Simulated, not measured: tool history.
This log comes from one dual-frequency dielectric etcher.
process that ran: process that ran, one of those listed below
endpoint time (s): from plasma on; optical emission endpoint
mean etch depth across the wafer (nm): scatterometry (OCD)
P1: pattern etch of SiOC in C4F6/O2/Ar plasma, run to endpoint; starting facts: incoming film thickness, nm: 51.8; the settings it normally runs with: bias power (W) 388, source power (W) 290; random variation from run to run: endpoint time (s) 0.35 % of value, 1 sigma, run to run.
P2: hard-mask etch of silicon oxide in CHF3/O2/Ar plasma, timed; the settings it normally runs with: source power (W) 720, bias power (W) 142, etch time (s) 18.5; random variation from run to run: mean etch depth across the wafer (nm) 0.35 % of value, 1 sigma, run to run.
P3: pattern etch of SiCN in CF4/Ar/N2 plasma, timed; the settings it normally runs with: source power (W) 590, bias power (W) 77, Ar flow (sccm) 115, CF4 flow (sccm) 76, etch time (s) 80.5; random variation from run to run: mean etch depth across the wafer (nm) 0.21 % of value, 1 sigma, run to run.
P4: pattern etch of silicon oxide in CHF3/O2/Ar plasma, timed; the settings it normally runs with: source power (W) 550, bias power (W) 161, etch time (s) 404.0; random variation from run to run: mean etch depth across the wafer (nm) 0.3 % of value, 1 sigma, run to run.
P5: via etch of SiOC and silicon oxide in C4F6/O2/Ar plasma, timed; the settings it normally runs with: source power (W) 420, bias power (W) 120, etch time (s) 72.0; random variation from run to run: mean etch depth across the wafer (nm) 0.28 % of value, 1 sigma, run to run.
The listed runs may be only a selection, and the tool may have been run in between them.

run	hour	process that ran	bias power (W)	source power (W)	etch time (s)	Ar flow (sccm)	CF4 flow (sccm)	hours since the last wet clean	hours since the last bias power generator calibration	hours since the last source power generator calibration	endpoint time (s)	mean etch depth across the wafer (nm)
1	2.8	P1	388	290				293.1	565.5	1539.9	21.588	
2	7.1	P1	388	290				297.4	569.8	1544.2	21.518	
3	10.6	P4	161	550	594.0			300.9	573.3	1547.7		1075.500
4	16.5	P1	388	290				306.8	579.2	1553.6	21.406	
5	19.7	P2	142	720	23.0			310.0	582.4	1556.8		46.214
6	22.8	P1	388	290				313.1	585.5	1559.9	21.286	
7	27.1	P4	220	550	404.0			317.4	589.8	1564.2		811.410
8	32.5	P3	77	590	48.0	115	76	322.8	595.2	1569.6		53.856
9	36.7	P5	78	420	72.0			327.0	599.4	1573.8		65.479
10	40.7	P2	142	960	18.5			331.0	603.4	1577.8		41.223
11	43.5	P1	481	290				333.8	606.2	1580.6	19.731	
12	49.9	P5	120	420	72.0			340.2	612.6	1587.0		73.711
13	55.0	P2	142	720	18.5			345.3	617.7	1592.1		36.716
14	59.6	P3	77	590	80.5	115	52	349.9	622.3	1596.7		84.885
15	64.3	P2	191	720	18.5			354.6	627.0	1601.4		40.544
16	70.1	P5	120	420	72.0			360.4	632.8	1607.2		73.607
17	73.5	P3	77	590	80.5	89	76	363.8	636.2	1610.6		93.846
18	77.8	P1	388	290				368.1	640.5	1614.9	21.298	
19	81.4	P1	388	290				371.7	644.1	1618.5	21.439	
20	87.7	P2	142	720	18.5			378.0	650.4	1624.8		36.886
21	93.9	P5	120	420	102.5			384.2	656.6	1631.0		104.270
22	99.5	P1	388	290				389.8	662.2	1636.6	21.491	
23	104.7	P3	77	590	80.5	115	76	395.0	667.4	1641.8		90.120
24	109.9	P3	77	450	80.5	115	76	400.2	672.6	1647.0		71.153
25	114.1	P1	287	340				404.4	676.8	1651.2	22.436	
26	118.6	P1	294	290				408.9	681.3	1655.7	23.601	
27	123.8	P1	388	210				414.1	686.5	1660.9	24.158	
28	129.0	P4	161	550	404.0			419.3	691.7	1666.1		729.510
29	132.7	P4	161	780	404.0			423.0	695.4	1669.8		838.480
30	138.3	P5	120	320	72.0			428.6	701.0	1675.4		66.187
31	144.4	P1	388	370				434.7	707.1	1681.5	19.510	
32	148.8	P3	106	590	80.5	115	76	439.1	711.5	1685.9		101.130
33	154.8	P1	388	290				445.1	717.5	1691.9	21.394	
34	160.6	P1	388	290				450.9	723.3	1697.7	21.081	
35	165.1	P1	388	290				455.4	727.8	1702.2	21.263	
36	168.2	P1	388	290				458.5	730.9	1705.3	21.044	
# hour 168.4: wet clean of the chamber
37	171.5	P1	388	290				3.1	734.2	1708.6	21.027	
38	177.8	P1	388	290				9.4	740.5	1714.9	21.037	
39	181.6	P1	388	290				13.2	744.3	1718.7	21.020	

P1 has crept away from where it was. The log is fitted equally well by each of these 2 causes, at the sizes shown:
A: bias power that arrives over what is set, % = 4.87
B: source power that arrives over what is set, % = 4.81
At approximately hour 154.8, the process output began to creep.
Excluded causes, each with its reason:
chamber walls in a state that raises the etch rate, %: serviced at hour 168.4, which brought nothing back

Consider the 4 single-wafer check runs listed below, results given as question marks: which one distinguishes between the causes by giving clearly different results for each?
check 1	185.4	P3	77	590	49.5	115	76					?
check 2	185.4	P4	161	740	404.0							?
check 3	185.4	P5	81	420	72.0							?
check 4	185.4	P2	190	860	18.5							?

How each check would come out, cause by cause:
check	result	if A	if B
check 1	mean etch depth across the wafer (nm)	56.465	57.873
check 2	mean etch depth across the wafer (nm)	829.840	832.100
check 3	mean etch depth across the wafer (nm)	66.776	67.220
check 4	mean etch depth across the wafer (nm)	44.065	44.163
Distance between the nearest two causes, measured in the result of the check that separates them most: check 1 2.46 %; check 2 0.27 %; check 3 0.66 %; check 4 0.22 %
The other checks would show nearly matching results whichever cause is true, so check 1 is the only one that separates the causes.

Then check 1 was run and gave: mean etch depth across the wafer (nm) 57.831. Which cause is it?

The cause is B: source power that arrives over what is set, %.
